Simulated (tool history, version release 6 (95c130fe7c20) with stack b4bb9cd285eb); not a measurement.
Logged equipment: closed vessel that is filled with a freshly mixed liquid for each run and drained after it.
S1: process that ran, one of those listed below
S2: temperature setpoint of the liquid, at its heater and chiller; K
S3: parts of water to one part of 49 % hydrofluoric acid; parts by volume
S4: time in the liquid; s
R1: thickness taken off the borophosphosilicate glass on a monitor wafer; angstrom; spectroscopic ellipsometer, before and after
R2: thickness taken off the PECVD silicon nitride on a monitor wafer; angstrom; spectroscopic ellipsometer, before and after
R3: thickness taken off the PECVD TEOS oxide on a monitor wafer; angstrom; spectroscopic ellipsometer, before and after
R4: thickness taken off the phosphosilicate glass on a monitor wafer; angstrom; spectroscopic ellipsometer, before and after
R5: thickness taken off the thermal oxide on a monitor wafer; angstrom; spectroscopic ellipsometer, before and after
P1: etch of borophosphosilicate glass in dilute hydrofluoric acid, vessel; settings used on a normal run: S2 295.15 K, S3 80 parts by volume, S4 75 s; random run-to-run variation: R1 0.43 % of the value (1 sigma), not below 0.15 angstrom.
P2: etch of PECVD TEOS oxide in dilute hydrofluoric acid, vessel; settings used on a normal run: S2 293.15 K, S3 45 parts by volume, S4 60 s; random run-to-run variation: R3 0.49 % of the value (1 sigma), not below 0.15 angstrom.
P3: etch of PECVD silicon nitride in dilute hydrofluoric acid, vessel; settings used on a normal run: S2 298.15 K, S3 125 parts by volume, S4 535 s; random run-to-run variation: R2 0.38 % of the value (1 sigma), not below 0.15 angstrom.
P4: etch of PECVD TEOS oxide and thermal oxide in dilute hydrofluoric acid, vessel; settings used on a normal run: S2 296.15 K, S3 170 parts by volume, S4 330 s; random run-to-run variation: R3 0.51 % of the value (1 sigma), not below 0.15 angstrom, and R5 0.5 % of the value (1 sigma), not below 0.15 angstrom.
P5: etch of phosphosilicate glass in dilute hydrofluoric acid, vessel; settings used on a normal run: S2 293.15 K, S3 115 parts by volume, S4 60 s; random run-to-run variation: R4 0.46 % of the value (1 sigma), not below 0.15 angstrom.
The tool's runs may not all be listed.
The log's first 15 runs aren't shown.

run   hour  S1      S2   S3   S4      R1      R2      R3      R4      R5
 16  213.3  P4  296.15  250  330                  153.16          53.604
 17  228.5  P2  293.15   45   30                  172.02
 18  242.3  P5  293.15   20   60                          3282.1
 19  256.4  P4  296.15  170  330                  245.97          85.842
 20  266.3  P1  295.15   55  135  892.26
 21  282.1  P3  298.15  225  535          89.499
 22  298.1  P2  293.15   45   60                  340.72
 23  311.3  P3  298.15  125  535          161.39
 24  324.7  P1  300.15   80   75  407.08
 25  343.2  P1  295.15   80   75  329.63
 26  352.6  P1  290.15   80   75  269.24
 27    366  P3  298.15  125  535          159.97
 28  378.7  P3  294.15  125  535          123.87
 29    387  P1  295.15   80   75  328.43
 30    398  P1  295.15   80  140  618.46
 31  416.3  P4  303.65  170  330                  322.82          112.76
 32  429.7  P1  295.15   80   75  330.63

Run 33 comes next. What will it give?
 33  442.4  P1  295.15  80  75   ?

{"run 33": {"R1": 325.47}}
